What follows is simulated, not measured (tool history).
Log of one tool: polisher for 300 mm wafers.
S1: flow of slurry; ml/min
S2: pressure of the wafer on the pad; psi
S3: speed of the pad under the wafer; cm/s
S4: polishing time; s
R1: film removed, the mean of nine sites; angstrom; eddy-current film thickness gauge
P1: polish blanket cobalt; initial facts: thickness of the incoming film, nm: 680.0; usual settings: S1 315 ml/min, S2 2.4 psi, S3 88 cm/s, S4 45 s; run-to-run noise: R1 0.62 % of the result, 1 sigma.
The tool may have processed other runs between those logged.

Run 1, day 0.500: S1 315 ml/min, S2 2.4 psi, S3 88 cm/s, S4 45 s. Result: R1 2381.8 angstrom.
Run 2, day 1.017: S1 315 ml/min, S2 2.4 psi, S3 88 cm/s, S4 58 s. Result: R1 3024.4 angstrom.
At day 1.338: worn pad replaced by a new one.
Run 3, day 1.500: S1 315 ml/min, S2 1.7 psi, S3 108 cm/s, S4 45 s. Result: R1 2033.4 angstrom.
Run 4, day 2.000: S1 315 ml/min, S2 2.4 psi, S3 88 cm/s, S4 45 s. Result: R1 2344.1 angstrom.
Run 5, day 2.421: S1 315 ml/min, S2 2.4 psi, S3 88 cm/s, S4 45 s. Result: R1 2339.2 angstrom.
Run 6, day 2.850: S1 490 ml/min, S2 2.4 psi, S3 88 cm/s, S4 45 s. Result: R1 2427.0 angstrom.
Run 7, day 3.342: S1 315 ml/min, S2 3.6 psi, S3 88 cm/s, S4 45 s. Result: R1 3523.6 angstrom.
Run 8, day 3.858: S1 315 ml/min, S2 2.4 psi, S3 40 cm/s, S4 45 s. Result: R1 1074.6 angstrom.
Run 9, day 4.375: S1 435 ml/min, S2 2.4 psi, S3 122 cm/s, S4 45 s. Result: R1 3316.5 angstrom.
Run 10, day 4.642: S1 190 ml/min, S2 2.4 psi, S3 88 cm/s, S4 45 s. Result: R1 2231.3 angstrom.
Run 11, day 4.988: S1 315 ml/min, S2 2.4 psi, S3 132 cm/s, S4 45 s. Result: R1 3522.7 angstrom.
Run 12, day 5.454: S1 315 ml/min, S2 1.5 psi, S3 88 cm/s, S4 45 s. Result: R1 1474.8 angstrom.
Run 13, day 5.742: S1 315 ml/min, S2 2.4 psi, S3 88 cm/s, S4 45 s. Result: R1 2362.6 angstrom.
Run 14, day 6.112: S1 315 ml/min, S2 2.4 psi, S3 88 cm/s, S4 45 s. Result: R1 2371.3 angstrom.
Run 15, day 6.450: S1 315 ml/min, S2 2.4 psi, S3 88 cm/s, S4 20 s. Result: R1 1041.1 angstrom.
Run 16, day 6.792: S1 315 ml/min, S2 2.4 psi, S3 88 cm/s, S4 45 s. Result: R1 2362.1 angstrom.
Run 17, day 7.162: S1 315 ml/min, S2 2.4 psi, S3 88 cm/s, S4 45 s. Result: R1 2304.3 angstrom.
Run 18, day 7.538: S1 315 ml/min, S2 2.4 psi, S3 88 cm/s, S4 45 s. Result: R1 2313.0 angstrom.
Run 19, day 8.050: S1 315 ml/min, S2 2.4 psi, S3 88 cm/s, S4 45 s. Result: R1 2292.7 angstrom.

Run 20 is up next; what results do you expect?
Run 20, day 8.358: S1 315 ml/min, S2 2.4 psi, S3 88 cm/s, S4 45 s. Result: R1 ?.

{"run 20": {"R1": 2274.8}}
